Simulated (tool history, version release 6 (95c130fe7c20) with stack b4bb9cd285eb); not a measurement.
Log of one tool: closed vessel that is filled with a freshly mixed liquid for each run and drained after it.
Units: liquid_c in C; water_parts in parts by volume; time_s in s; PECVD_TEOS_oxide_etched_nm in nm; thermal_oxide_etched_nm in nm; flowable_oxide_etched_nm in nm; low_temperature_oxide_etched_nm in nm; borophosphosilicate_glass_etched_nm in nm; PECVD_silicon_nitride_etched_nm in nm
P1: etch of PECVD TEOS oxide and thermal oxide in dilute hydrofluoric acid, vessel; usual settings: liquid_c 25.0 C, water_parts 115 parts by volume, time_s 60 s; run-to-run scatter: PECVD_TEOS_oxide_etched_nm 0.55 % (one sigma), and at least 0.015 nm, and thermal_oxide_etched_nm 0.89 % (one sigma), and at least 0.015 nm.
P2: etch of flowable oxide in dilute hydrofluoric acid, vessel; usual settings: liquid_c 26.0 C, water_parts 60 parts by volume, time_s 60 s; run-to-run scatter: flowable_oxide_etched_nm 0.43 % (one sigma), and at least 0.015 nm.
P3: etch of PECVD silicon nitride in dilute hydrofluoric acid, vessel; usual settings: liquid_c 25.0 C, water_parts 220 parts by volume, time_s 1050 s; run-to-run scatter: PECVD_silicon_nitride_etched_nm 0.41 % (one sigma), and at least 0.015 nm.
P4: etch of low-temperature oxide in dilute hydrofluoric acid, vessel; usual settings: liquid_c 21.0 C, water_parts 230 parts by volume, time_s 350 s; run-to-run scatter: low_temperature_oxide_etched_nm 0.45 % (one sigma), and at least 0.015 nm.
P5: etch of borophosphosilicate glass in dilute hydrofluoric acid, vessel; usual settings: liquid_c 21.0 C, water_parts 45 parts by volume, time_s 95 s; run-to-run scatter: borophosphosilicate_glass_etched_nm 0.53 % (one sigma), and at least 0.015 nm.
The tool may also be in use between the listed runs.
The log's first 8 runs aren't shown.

run   hour  process  liquid_c  water_parts  time_s  PECVD_TEOS_oxide_etched_nm  thermal_oxide_etched_nm  flowable_oxide_etched_nm  low_temperature_oxide_etched_nm  borophosphosilicate_glass_etched_nm  PECVD_silicon_nitride_etched_nm
      65.1  -- hydrofluoric acid flow meter replaced
  9   71.3       P5      21.0           45      45                                                                                                                                               28.769
 10   81.9       P3      25.0           75    1050                                                                                                                                                                              48.62100
 11   89.9       P2      26.0           60     115                                                                        141.820
 12   95.1       P5      21.0           20      95                                                                                                                                              141.860
 13  101.7       P1      18.0          115      60                      7.5690                   1.9071
 14  108.7       P3      25.0          220      30                                                                                                                                                                               0.48676
 15  119.1       P1      25.0          115     115                     19.2740                   4.9053
 16  125.8       P1      25.0           70      60                     17.5160                   4.3117
 17  131.5       P4      28.0          230     350                                                                                                         31.4370
 18  136.6       P1      21.5           40      60                     27.5170                   6.9813
 19  141.9       P1      25.0          115      60                      9.9474                   2.5350
 20  150.7       P1      25.0          115      60                     10.1230                   2.4817
 21  160.1       P4      21.0          230     350                                                                                                         24.4970
 22  170.9       P5      17.0           45      95                                                                                                                                               50.647
 23  177.0       P5      21.0           45      95                                                                                                                                               59.853
 24  184.7       P2      26.0           60      60                                                                         73.615
     191.3  -- thermometer replaced
 25  192.1       P4      21.0           50     350                                                                                                        136.0300
 26  198.2       P3      29.5          220    1050                                                                                                                                                                              22.07000
 27  203.5       P2      33.5           60      60                                                                         98.620
 28  214.9       P1      21.5          115      30                      4.3606                   1.0890
 29  221.5       P3      25.0          220    1050                                                                                                                                                                              16.81400

Run 30 comes next. What will it give?
 30  229.5       P4      21.0          230     350                                                                                                               ?

low_temperature_oxide_etched_nm: 24.3700 nm
